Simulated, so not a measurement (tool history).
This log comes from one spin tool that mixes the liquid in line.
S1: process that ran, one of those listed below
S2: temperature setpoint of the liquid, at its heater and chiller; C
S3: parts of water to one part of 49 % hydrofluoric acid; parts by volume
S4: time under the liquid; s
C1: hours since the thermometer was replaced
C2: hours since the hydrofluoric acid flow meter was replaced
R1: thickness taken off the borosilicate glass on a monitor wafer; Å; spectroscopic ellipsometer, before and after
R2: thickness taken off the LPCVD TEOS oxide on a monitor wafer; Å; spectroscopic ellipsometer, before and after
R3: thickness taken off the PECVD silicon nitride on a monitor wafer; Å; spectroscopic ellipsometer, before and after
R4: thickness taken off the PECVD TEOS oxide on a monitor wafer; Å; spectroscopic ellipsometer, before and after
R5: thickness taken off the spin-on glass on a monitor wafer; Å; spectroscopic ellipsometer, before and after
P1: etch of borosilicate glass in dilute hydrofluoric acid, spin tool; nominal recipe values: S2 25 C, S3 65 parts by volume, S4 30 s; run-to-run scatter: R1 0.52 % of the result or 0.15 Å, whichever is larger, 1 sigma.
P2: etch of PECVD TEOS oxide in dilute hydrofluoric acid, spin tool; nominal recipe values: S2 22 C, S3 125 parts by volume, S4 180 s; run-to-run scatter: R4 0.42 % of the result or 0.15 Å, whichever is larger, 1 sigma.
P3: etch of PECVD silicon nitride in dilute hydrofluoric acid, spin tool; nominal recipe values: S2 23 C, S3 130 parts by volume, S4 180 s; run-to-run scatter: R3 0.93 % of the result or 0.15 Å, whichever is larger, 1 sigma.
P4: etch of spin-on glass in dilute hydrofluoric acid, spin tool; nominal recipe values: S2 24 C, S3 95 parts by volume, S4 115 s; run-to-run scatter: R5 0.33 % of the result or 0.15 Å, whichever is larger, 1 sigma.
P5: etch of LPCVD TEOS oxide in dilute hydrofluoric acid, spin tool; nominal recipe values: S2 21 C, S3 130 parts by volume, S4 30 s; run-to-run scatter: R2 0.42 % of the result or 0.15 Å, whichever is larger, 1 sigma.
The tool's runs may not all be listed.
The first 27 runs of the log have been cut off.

run,day,S1,S2,S3,S4,C1,C2,R1,R2,R3,R4,R5
28,15.417,P4,19.5,95,115,1685.5,1237.2,,,,,407.39
29,16.079,P5,17,130,30,1701.4,1253.1,,95.761,,,
30,16.729,P4,24,95,115,1717,1268.7,,,,,490.35
31,17.233,P1,25,65,30,1729.1,1280.8,148.1,,,,
32,17.883,P1,25,65,30,1744.7,1296.4,151.18,,,,
33,18.462,P1,25,65,30,1758.6,1310.3,155.15,,,,
34,18.992,P1,25,65,30,1771.3,1323,156.59,,,,
35,19.771,P1,25,65,30,1790,1341.7,159.25,,,,
36,20.246,P1,25,65,30,1801.4,1353.1,157.43,,,,
37,20.883,P1,25,65,30,1816.7,1368.4,158.07,,,,
38,21.479,P1,25,65,30,1831,1382.7,158.9,,,,
39,21.879,P1,25,65,30,1840.6,1392.3,159.48,,,,

Forecast run 40:
40,22.525,P1,25,65,30,1856.1,1407.8,?,,,,

R1: 159.93 Å
